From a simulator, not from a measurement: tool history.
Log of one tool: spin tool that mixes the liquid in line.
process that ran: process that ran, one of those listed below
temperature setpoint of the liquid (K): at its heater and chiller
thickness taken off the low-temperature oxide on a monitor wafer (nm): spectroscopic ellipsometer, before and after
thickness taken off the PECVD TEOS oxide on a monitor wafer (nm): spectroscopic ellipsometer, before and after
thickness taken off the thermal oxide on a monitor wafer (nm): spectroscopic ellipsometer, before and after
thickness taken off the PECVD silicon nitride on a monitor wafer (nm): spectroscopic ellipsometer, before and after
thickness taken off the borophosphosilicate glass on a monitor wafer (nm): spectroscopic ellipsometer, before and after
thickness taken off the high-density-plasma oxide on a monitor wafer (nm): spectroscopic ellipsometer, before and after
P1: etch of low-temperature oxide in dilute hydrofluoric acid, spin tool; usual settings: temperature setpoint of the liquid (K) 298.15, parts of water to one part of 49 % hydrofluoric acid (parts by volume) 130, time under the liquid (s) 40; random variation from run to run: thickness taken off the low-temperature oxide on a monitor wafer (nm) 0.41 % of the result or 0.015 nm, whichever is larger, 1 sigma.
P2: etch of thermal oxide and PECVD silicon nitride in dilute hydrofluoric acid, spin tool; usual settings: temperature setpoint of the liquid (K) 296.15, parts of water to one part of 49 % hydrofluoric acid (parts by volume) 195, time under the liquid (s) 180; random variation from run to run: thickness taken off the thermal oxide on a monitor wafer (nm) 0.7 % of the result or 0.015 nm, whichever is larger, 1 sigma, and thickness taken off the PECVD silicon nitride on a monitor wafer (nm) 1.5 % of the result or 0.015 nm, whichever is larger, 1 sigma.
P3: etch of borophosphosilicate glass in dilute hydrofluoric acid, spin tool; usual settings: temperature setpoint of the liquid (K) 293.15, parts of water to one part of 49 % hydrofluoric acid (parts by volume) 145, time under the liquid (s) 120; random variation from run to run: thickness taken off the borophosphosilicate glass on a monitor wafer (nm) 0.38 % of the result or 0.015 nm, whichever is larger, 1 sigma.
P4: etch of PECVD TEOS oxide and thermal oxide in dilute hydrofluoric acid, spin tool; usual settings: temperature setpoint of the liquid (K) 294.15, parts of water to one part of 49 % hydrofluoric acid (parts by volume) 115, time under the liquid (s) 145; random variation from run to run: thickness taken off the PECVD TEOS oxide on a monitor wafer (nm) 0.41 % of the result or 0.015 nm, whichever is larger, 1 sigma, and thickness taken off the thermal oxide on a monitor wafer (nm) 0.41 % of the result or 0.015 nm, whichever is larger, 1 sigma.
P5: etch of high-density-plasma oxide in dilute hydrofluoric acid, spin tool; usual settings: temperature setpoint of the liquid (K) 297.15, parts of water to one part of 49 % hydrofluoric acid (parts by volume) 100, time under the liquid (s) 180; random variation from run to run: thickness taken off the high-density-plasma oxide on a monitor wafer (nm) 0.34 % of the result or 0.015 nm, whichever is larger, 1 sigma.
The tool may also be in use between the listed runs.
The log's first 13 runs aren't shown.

run    day  process that ran  temperature setpoint of the liquid (K)  parts of water to one part of 49 % hydrofluoric acid (parts by volume)  time under the liquid (s)  thickness taken off the low-temperature oxide on a monitor wafer (nm)  thickness taken off the PECVD TEOS oxide on a monitor wafer (nm)  thickness taken off the thermal oxide on a monitor wafer (nm)  thickness taken off the PECVD silicon nitride on a monitor wafer (nm)  thickness taken off the borophosphosilicate glass on a monitor wafer (nm)  thickness taken off the high-density-plasma oxide on a monitor wafer (nm)
 14  5.025                P1                                  303.15                                                                     130                         40                                                                 8.3428
 15  5.321                P1                                  298.15                                                                     215                         40                                                                 3.8075
 16  5.729                P5                                  297.15                                                                      50                        180                                                                                                                                                                                                                                                                                                                                                                                                                              19.8900
 17  5.971                P5                                  297.15                                                                     100                        180                                                                                                                                                                                                                                                                                                                                                                                                                               9.3151
 18  6.308                P1                                  298.15                                                                      75                         40                                                                12.7710
 19  6.608                P4                                  294.15                                                                     115                        250                                                                                                                                   40.214                                                         9.1778
 20  6.842                P5                                  297.15                                                                     100                         25                                                                                                                                                                                                                                                                                                                                                                                                                               1.3009
 21  7.246                P4                                  294.15                                                                      40                        145                                                                                                                                   72.792                                                        16.6420
 22  7.717                P1                                  298.15                                                                     130                         40                                                                 6.8714
 23  7.975                P1                                  298.15                                                                     130                         40                                                                 6.9417
 24  8.196                P1                                  298.15                                                                     130                         40                                                                 6.8731
 25  8.604                P2                                  296.15                                                                     195                        180                                                                                                                                                                                                  4.0390                                                                1.42230
 26  8.883                P3                                  293.15                                                                     145                         15                                                                                                                                                                                                                                                                                                                                                    4.6398
 27  9.121                P1                                  298.15                                                                     130                         40                                                                 6.9587
 28  9.588                P3                                  293.15                                                                     145                        120                                                                                                                                                                                                                                                                                                                                                   37.4100

The next listed run, before its measurement:
 29  9.867                P4                                  294.15                                                                     115                        145                                                                                                                                        ?                                                              ?

{"run 29": {"thickness taken off the PECVD TEOS oxide on a monitor wafer (nm)": 23.237, "thickness taken off the thermal oxide on a monitor wafer (nm)": 5.3}}
